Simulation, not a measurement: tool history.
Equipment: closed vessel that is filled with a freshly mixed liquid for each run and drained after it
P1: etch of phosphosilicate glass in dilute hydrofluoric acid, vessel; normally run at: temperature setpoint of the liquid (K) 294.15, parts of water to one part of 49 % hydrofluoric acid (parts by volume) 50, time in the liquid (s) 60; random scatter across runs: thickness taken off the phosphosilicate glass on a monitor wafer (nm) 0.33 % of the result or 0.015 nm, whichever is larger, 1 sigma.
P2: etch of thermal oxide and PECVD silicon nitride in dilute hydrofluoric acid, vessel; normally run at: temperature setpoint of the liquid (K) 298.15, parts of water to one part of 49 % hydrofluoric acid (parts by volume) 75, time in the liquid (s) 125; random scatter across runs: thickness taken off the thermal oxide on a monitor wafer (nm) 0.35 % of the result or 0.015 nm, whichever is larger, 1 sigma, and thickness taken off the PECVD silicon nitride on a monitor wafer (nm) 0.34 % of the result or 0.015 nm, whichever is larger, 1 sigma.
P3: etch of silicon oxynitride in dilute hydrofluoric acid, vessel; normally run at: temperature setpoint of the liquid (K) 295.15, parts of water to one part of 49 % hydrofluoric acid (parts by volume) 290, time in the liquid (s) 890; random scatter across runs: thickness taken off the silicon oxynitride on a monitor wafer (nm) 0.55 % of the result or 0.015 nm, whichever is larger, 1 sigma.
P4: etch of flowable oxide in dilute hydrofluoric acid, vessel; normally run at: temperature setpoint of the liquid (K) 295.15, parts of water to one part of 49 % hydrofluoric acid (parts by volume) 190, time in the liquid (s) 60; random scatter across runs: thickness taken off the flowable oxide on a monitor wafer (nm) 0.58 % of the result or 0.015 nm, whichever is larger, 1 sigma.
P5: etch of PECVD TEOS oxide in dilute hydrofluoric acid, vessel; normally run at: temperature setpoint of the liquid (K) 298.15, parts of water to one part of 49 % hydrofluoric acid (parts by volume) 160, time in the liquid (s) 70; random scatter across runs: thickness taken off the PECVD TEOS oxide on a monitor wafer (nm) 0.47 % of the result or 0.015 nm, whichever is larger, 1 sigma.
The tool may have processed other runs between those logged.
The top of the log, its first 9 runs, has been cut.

run   hour  process that ran  temperature setpoint of the liquid (K)  parts of water to one part of 49 % hydrofluoric acid (parts by volume)  time in the liquid (s)  hours since the thermometer was replaced  hours since the hydrofluoric acid flow meter was replaced  thickness taken off the phosphosilicate glass on a monitor wafer (nm)  thickness taken off the flowable oxide on a monitor wafer (nm)  thickness taken off the PECVD TEOS oxide on a monitor wafer (nm)  thickness taken off the thermal oxide on a monitor wafer (nm)  thickness taken off the PECVD silicon nitride on a monitor wafer (nm)  thickness taken off the silicon oxynitride on a monitor wafer (nm)
 10   38.5                P2                                  298.15                                                                      75                     125                                     666.3                                                     1235.8                                                                                                                                                                                                                                                                  8.3558                                                                 8.7862
 11   41.3                P5                                  298.15                                                                     160                      30                                     669.1                                                     1238.6                                                                                                                                                                                                   2.2443
 12   44.2                P1                                  294.15                                                                      50                      60                                     672.0                                                     1241.5                                                                141.420
 13   48.9                P4                                  295.15                                                                     190                     105                                     676.7                                                     1246.2                                                                                                                                 23.426
 14   51.3                P4                                  295.15                                                                      50                      60                                     679.1                                                     1248.6                                                                                                                                 60.444
 15   56.7                P5                                  298.15                                                                     160                      70                                     684.5                                                     1254.0                                                                                                                                                                                                   5.2662
 16   59.6                P1                                  294.15                                                                      50                      60                                     687.4                                                     1256.9                                                                140.360
 17   62.7                P2                                  298.15                                                                      75                      30                                     690.5                                                     1260.0                                                                                                                                                                                                                                                                  2.0479                                                                 2.0989
 18   67.8                P3                                  295.15                                                                     290                     365                                     695.6                                                     1265.1                                                                                                                                                                                                                                                                                                                                                                                                             4.7566
 19   72.5                P1                                  294.15                                                                      50                      60                                     700.3                                                     1269.8                                                                141.120
 20   74.9                P1                                  290.65                                                                      50                     110                                     702.7                                                     1272.2                                                                222.060
 21   79.0                P3                                  295.15                                                                     110                     890                                     706.8                                                     1276.3                                                                                                                                                                                                                                                                                                                                                                                                            34.9630
 22   84.3                P2                                  298.15                                                                     130                     125                                     712.1                                                     1281.6                                                                                                                                                                                                                                                                  4.4951                                                                 5.0769
 23   89.5                P1                                  290.15                                                                      50                      60                                     717.3                                                     1286.8                                                                119.350
 24   92.6                P1                                  294.15                                                                      50                      60                                     720.4                                                     1289.9                                                                141.390
 25   95.1                P5                                  302.65                                                                     160                      70                                     722.9                                                     1292.4                                                                                                                                                                                                   6.2005
 26   97.8                P1                                  294.15                                                                      50                      60                                     725.6                                                     1295.1                                                                140.710
 27  101.1                P3                                  295.15                                                                     290                     890                                     728.9                                                     1298.4                                                                                                                                                                                                                                                                                                                                                                                                            11.5500

Forecast run 28:
 28  104.1                P3                                  302.15                                                                     290                     890                                     731.9                                                     1301.4                                                                                                                                                                                                                                                                                                                                                                                                                  ?

Run 28 measured thickness taken off the silicon oxynitride on a monitor wafer (nm) 15.5970.
